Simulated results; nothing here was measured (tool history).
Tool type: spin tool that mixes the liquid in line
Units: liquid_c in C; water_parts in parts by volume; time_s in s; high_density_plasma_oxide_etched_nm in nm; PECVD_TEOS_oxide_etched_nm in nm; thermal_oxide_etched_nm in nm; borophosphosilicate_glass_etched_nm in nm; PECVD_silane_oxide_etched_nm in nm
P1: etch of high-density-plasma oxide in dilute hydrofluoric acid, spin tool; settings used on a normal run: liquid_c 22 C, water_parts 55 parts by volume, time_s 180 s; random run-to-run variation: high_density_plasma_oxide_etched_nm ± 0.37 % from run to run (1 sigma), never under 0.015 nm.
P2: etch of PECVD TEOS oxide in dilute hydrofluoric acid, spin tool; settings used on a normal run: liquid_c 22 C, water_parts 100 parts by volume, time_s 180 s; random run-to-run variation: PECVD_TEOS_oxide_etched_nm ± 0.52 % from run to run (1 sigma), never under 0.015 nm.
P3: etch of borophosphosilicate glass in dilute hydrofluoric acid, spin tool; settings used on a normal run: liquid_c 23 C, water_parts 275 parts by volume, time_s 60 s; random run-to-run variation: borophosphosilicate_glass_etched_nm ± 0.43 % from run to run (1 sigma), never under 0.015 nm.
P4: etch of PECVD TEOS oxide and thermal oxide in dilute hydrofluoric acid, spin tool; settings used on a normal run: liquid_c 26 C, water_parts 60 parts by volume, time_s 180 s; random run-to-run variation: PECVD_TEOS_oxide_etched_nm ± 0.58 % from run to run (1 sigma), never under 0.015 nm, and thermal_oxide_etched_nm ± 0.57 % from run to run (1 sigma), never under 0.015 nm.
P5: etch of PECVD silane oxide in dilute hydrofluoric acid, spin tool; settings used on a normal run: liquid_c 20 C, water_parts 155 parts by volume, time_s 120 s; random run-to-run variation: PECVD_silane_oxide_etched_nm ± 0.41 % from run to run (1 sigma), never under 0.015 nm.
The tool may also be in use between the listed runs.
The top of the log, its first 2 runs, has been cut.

run,hour,process,liquid_c,water_parts,time_s,high_density_plasma_oxide_etched_nm,PECVD_TEOS_oxide_etched_nm,thermal_oxide_etched_nm,borophosphosilicate_glass_etched_nm,PECVD_silane_oxide_etched_nm
3,38.9,P2,22,100,180,,34.673,,,
4,47.1,P3,23,275,110,,,,16.839,
5,59.6,P3,23,505,60,,,,4.0819,
6,67.1,P1,17,55,180,16.578,,,,
7,82.3,P1,22,55,180,20.492,,,,
8,94.4,P2,22,100,180,,35.113,,,
9,103.3,P1,22,55,15,1.7246,,,,
10,115.4,P1,22,95,180,11.309,,,,
11,123.8,P5,20,155,225,,,,,33.032
12,134.2,P1,22,55,180,20.401,,,,
13,148.6,P4,26,60,310,,73.931,26.547,,
14,156.1,P5,28,155,120,,,,,23.805
15,164.7,P5,20,25,120,,,,,126.85
16,171.8,P3,23,275,60,,,,9.1772,
17,181.3,P5,20,155,120,,,,,17.782
18,195.5,P1,22,30,180,38.747,,,,
19,206.3,P1,22,55,180,20.488,,,,
20,217.8,P4,26,60,180,,43.093,15.569,,
21,232.4,P3,23,275,60,,,,9.2521,
22,242.3,P1,22,55,180,20.408,,,,
23,252.2,P3,30,275,60,,,,11.758,

Predict the results of run 24:
24,264.8,P1,17,55,90,?,,,,

high_density_plasma_oxide_etched_nm: 8.2982 nm
